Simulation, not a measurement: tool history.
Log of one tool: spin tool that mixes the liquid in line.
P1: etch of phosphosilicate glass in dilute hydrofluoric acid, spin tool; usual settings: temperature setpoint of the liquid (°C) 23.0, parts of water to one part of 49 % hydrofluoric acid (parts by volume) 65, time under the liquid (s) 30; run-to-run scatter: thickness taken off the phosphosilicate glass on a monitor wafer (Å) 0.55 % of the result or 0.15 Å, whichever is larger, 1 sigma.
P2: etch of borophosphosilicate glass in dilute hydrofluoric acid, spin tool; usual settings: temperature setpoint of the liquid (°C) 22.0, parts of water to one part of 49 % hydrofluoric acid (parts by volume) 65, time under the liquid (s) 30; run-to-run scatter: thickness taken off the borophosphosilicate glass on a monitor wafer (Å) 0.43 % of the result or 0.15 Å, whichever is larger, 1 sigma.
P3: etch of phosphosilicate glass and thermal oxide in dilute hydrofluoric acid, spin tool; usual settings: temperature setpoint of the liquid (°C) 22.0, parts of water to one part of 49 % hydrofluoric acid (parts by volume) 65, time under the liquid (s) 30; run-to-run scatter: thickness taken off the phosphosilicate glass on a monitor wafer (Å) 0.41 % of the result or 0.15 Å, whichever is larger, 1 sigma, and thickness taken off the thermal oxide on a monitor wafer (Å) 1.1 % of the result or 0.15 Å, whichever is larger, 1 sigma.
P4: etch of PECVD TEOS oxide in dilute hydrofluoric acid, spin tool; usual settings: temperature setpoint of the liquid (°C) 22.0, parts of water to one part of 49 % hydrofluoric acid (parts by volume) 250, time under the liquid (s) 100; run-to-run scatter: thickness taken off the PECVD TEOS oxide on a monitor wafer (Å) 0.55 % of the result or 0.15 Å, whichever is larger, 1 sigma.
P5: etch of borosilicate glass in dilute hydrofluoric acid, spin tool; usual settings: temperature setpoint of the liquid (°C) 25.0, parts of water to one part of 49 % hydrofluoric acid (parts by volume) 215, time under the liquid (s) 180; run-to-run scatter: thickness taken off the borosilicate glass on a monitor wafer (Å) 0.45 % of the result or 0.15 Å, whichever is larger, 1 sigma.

run   hour  process that ran  temperature setpoint of the liquid (°C)  parts of water to one part of 49 % hydrofluoric acid (parts by volume)  time under the liquid (s)  hours since the thermometer was replaced  hours since the hydrofluoric acid flow meter was replaced  thickness taken off the phosphosilicate glass on a monitor wafer (Å)  thickness taken off the borosilicate glass on a monitor wafer (Å)  thickness taken off the PECVD TEOS oxide on a monitor wafer (Å)  thickness taken off the thermal oxide on a monitor wafer (Å)  thickness taken off the borophosphosilicate glass on a monitor wafer (Å)
  1    4.9                P1                                     23.0                                                                      65                         30                                    1208.3                                                      244.1                                                                649.36
  2   10.9                P5                                     25.0                                                                     215                        180                                    1214.3                                                      250.1                                                                                                                                   170.88
  3   18.9                P4                                     22.0                                                                     250                        100                                    1222.3                                                      258.1                                                                                                                                                                                                    49.316
  4   24.1                P1                                     23.0                                                                      65                         30                                    1227.5                                                      263.3                                                                647.13
  5   29.7                P3                                     22.0                                                                      65                         45                                    1233.1                                                      268.9                                                                648.62                                                                                                                                                                                            30.720
  6   36.2                P1                                     29.5                                                                     100                         30                                    1239.6                                                      275.4                                                                520.18
  7   43.8                P1                                     23.0                                                                      65                         30                                    1247.2                                                      283.0                                                                649.48
  8   48.3                P4                                     22.0                                                                     445                        100                                    1251.7                                                      287.5                                                                                                                                                                                                    23.306
  9   55.4                P4                                     29.0                                                                     250                        100                                    1258.8                                                      294.6                                                                                                                                                                                                    62.489
 10   62.9                P1                                     23.0                                                                      65                         50                                    1266.3                                                      302.1                                                               1073.20
 11   67.5                P1                                     23.0                                                                      65                         30                                    1270.9                                                      306.7                                                                653.48
 12   72.7                P3                                     30.5                                                                      65                         30                                    1276.1                                                      311.9                                                                601.53                                                                                                                                                                                            28.130
 13   81.7                P2                                     22.0                                                                      65                         30                                    1285.1                                                      320.9                                                                                                                                                                                                                                                                                                                                            208.45
 14   86.9                P1                                     18.5                                                                      65                         30                                    1290.3                                                      326.1                                                                532.00
 15   96.0                P5                                     25.0                                                                     215                        270                                    1299.4                                                      335.2                                                                                                                                   255.07
 16  103.6                P1                                     29.5                                                                      65                         30                                    1307.0                                                      342.8                                                                841.11
 17  109.9                P5                                     18.5                                                                     215                        180                                    1313.3                                                      349.1                                                                                                                                   132.35
 18  117.5                P3                                     22.0                                                                      35                         30                                    1320.9                                                      356.7                                                                830.78                                                                                                                                                                                            39.900
 19  125.3                P4                                     22.0                                                                     250                        185                                    1328.7                                                      364.5                                                                                                                                                                                                    90.666
 20  130.7                P3                                     22.0                                                                      65                         30                                    1334.1                                                      369.9                                                                426.73                                                                                                                                                                                            20.279
 21  139.0                P2                                     22.0                                                                      20                         30                                    1342.4                                                      378.2                                                                                                                                                                                                                                                                                                                                            715.44
 22  145.2                P2                                     27.5                                                                      65                         30                                    1348.6                                                      384.4                                                                                                                                                                                                                                                                                                                                            260.87
 23  151.2                P5                                     25.0                                                                     215                        180                                    1354.6                                                      390.4                                                                                                                                   170.71
 24  159.8                P4                                     22.0                                                                     250                        100                                    1363.2                                                      399.0                                                                                                                                                                                                    48.468
 25  164.4                P5                                     25.0                                                                      35                        180                                    1367.8                                                      403.6                                                                                                                                  1308.10
 26  172.3                P1                                     23.0                                                                      65                         15                                    1375.7                                                      411.5                                                                325.75
 27  176.2                P1                                     23.0                                                                      65                         30                                    1379.6                                                      415.4                                                                648.85
 28  182.3                P1                                     23.0                                                                     100                         30                                    1385.7                                                      421.5                                                                404.23
 29  191.2                P2                                     22.0                                                                      65                         15                                    1394.6                                                      430.4                                                                                                                                                                                                                                                                                                                                            103.15
 30  199.2                P1                                     23.0                                                                      30                         30                                    1402.6                                                      438.4                                                               1466.70
 31  204.5                P1                                     23.0                                                                      65                         30                                    1407.9                                                      443.7                                                                653.03
 32  209.4                P1                                     23.0                                                                      65                         30                                    1412.8                                                      448.6                                                                668.99
 33  216.7                P1                                     23.0                                                                      65                         30                                    1420.1                                                      455.9                                                                694.51

The next listed run, before its measurement:
 34  224.7                P1                                     23.0                                                                      65                         30                                    1428.1                                                      463.9                                                                     ?

{"run 34": {"thickness taken off the phosphosilicate glass on a monitor wafer (Å)": 704.59}}
